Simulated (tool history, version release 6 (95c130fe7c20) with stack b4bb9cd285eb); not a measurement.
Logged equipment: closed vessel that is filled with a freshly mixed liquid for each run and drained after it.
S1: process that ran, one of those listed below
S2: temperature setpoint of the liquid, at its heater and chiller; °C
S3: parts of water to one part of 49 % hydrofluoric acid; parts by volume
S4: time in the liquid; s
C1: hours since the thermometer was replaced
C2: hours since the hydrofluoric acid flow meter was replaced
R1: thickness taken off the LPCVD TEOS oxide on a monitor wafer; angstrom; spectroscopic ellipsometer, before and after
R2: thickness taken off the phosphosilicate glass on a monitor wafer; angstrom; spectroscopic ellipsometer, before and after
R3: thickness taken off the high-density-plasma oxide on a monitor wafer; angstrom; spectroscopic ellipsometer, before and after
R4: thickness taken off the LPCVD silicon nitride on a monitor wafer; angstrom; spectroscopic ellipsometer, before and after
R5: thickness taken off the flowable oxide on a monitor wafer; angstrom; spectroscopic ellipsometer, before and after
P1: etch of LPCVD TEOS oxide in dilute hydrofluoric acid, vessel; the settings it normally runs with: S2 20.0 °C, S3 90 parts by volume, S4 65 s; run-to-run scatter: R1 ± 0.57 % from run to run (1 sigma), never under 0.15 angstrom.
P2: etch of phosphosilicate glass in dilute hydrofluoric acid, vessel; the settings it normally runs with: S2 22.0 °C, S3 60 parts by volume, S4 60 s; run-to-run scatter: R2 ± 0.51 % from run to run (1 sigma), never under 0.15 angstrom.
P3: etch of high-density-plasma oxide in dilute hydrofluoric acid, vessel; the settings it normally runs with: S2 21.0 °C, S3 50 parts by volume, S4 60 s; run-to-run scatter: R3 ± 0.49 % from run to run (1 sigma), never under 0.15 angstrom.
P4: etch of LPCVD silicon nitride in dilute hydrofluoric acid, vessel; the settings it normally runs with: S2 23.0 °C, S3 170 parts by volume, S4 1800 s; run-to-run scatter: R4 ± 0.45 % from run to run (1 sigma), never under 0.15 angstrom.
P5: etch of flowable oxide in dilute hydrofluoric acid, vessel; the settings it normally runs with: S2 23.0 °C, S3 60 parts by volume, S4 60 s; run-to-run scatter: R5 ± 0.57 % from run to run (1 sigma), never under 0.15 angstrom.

run     day  S1    S2   S3    S4     C1      C2       R1       R2      R3       R4       R5
  1   0.462  P1  20.0   90    65  469.3   799.4  104.080
  2   0.808  P2  28.0   60    60  477.6   807.7           1423.20
  3   1.362  P3  21.0   50   105  490.9   821.0                    221.80
  4   1.733  P4  23.0  170  1800  499.8   829.9                             48.513
  5   2.188  P4  23.0  170   735  510.7   840.8                             19.476
  6   2.804  P2  22.0   60    30  525.5   855.6            563.53
  7   3.225  P5  23.0   60    30  535.6   865.7                                      224.84
  8   3.538  P2  22.0   60    60  543.1   873.2           1127.80
  9   3.904  P1  17.0  155    65  551.9   882.0   50.517
 10   4.250  P3  21.0   50    60  560.2   890.3                    126.90
 11   4.583  P4  19.5  170  1800  568.2   898.3                             38.780
 12   5.167  P1  20.0   90    65  582.2   912.3  104.340
 13   5.467  P5  17.0   60    60  589.4   919.5                                      349.53
 14   6.017  P1  17.0   90    65  602.6   932.7   93.031
 15   6.571  P1  20.0  165    65  615.9   946.0   52.659
 16   7.017  P1  17.0   45    65  626.6   956.7  193.560
 17   7.392  P1  20.0   90    65  635.6   965.7  104.480
 18   7.771  P3  21.0   20    60  644.7   974.8                    327.50
 19   8.162  P2  22.0  105    60  654.1   984.2            609.51
 20   8.621  P4  23.0   50  1800  665.1   995.2                            160.670
 21   9.179  P1  20.0   90    65  678.5  1008.6  104.450
 22   9.796  P3  17.0   50    60  693.3  1023.4                    106.26
 23  10.250  P2  22.0   60    60  704.2  1034.3           1128.50
 24  10.629  P3  21.0   50    60  713.3  1043.4                    126.75
 25  10.917  P5  23.0   60    60  720.2  1050.3                                      450.65
 26  11.262  P1  20.0   30    65  728.5  1058.6  335.480
 27  11.725  P5  23.0   20    60  739.6  1069.7                                     1413.20
 28  12.308  P4  23.0  170  1800  753.6  1083.7                             48.498
 29  12.804  P1  20.0   90   130  765.5  1095.6  210.630
 30  13.325  P1  20.0   90    30  778.0  1108.1   48.004
 31  13.933  P1  17.0   60    65  792.6  1122.7  143.030
 32  14.454  P1  25.0   90    65  805.1  1135.2  127.200
 33  14.738  P1  20.0   90    65  811.9  1142.0  103.730
 34  15.217  P1  20.0   90    65  823.4  1153.5  100.600
 35  15.825  P1  20.0   90    65  838.0  1168.1   97.456
 36  16.162  P1  20.0   90    65  846.1  1176.2   96.215
 37  16.629  P1  20.0   90    65  857.3  1187.4   95.622
 38  17.196  P1  20.0   90    65  870.9  1201.0   96.239
 39  17.546  P1  20.0   90    65  879.3  1209.4   94.964
 40  18.125  P1  20.0   90    65  893.2  1223.3   94.726

P1 has crept away from where it was. The log is fitted equally well by each of these 2 causes, at the sizes shown:
A: liquid colder than its thermometer reads (K) = 2.23
B: hydrofluoric acid flow below the setpoint (%) = 8.04
The onset of the drift is placed at about day 14.738.

Consider the 4 single-wafer check runs listed below, results given as question marks: which one distinguishes between the causes by giving clearly different results for each?
check 1  18.704  P2  22.0  100   30               ?
check 2  18.704  P4  23.0   60  970                       ?
check 3  18.704  P3  21.0   50   95                   ?
check 4  18.704  P5  17.0   20   60                           ?

Expected result of each check under each candidate cause:
  check  result    if A     if B
check 1      R2  294.06   293.16
check 2      R4  62.536   67.061
check 3      R3  182.26   183.29
check 4      R5  992.62  1006.60
How far apart the two closest causes lie, in the result that separates them most: check 1 0.31 %; check 2 6.99 %; check 3 0.56 %; check 4 1.4 %
Check 2 distinguishes between the causes, while the remaining checks would return nearly the same result for all of them.

Running check 2 produced the following: R4 62.997 angstrom. Which one of the listed causes fits?

A is the cause: liquid colder than its thermometer reads (K).
